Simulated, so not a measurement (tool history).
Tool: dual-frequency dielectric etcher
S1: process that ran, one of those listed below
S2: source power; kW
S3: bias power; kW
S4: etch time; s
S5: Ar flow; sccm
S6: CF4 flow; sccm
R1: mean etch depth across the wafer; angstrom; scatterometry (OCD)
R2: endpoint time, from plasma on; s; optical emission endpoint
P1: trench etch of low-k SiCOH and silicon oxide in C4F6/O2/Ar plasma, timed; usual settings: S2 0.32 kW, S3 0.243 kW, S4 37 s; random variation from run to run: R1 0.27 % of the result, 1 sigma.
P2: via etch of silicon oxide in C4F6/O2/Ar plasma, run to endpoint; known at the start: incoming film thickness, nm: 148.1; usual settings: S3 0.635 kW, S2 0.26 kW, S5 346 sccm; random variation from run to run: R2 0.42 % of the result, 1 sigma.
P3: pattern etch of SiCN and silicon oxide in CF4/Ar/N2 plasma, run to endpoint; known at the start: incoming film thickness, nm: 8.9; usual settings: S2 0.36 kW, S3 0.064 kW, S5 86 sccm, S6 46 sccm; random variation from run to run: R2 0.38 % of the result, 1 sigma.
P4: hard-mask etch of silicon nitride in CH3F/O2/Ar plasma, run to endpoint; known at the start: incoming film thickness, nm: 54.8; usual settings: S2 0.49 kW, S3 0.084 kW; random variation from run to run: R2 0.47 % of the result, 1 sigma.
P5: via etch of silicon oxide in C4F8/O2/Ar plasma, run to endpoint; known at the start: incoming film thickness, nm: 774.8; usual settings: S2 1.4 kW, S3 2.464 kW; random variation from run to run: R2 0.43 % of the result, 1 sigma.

run,hour,S1,S2,S3,S4,S5,S6,R1,R2
1,11.9,P1,0.32,0.243,37,,,1195.5,
2,28.3,P4,0.65,0.084,,,,,64.542
3,46.8,P5,1.4,2.464,,,,,165.78
4,58.3,P5,1.04,2.464,,,,,186.83
5,70.7,P1,0.32,0.243,37,,,1195.6,
6,80.8,P1,0.32,0.243,46,,,1472.7,
7,95.9,P2,0.26,0.377,,346,,,44.03
8,106.1,P4,0.49,0.084,,,,,71.869
9,118.7,P2,0.26,0.635,,346,,,36.29
10,134.1,P1,0.32,0.243,37,,,1195.5,
11,150.6,P1,0.38,0.172,37,,,1130.5,
12,158.7,P1,0.32,0.321,37,,,1307.6,
13,167.3,P1,0.2,0.153,37,,,852.13,
14,177,P1,0.45,0.243,37,,,1350.6,
15,190.7,P2,0.19,0.635,,346,,,40.44
16,201.2,P1,0.21,0.243,37,,,1016.9,
17,218.7,P4,0.49,0.084,,,,,71.779
18,231.3,P1,0.32,0.243,37,,,1190.4,
19,248.1,P3,0.36,0.064,,68,46,,13.263
20,263.3,P5,1.4,2.464,,,,,166.58
21,273.2,P3,0.36,0.038,,86,46,,16.395

The next listed run, before its measurement:
# hour 276: wet clean of the chamber
22,289.6,P3,0.26,0.064,,86,46,,?

{"run 22": {"R2": 18.334}}

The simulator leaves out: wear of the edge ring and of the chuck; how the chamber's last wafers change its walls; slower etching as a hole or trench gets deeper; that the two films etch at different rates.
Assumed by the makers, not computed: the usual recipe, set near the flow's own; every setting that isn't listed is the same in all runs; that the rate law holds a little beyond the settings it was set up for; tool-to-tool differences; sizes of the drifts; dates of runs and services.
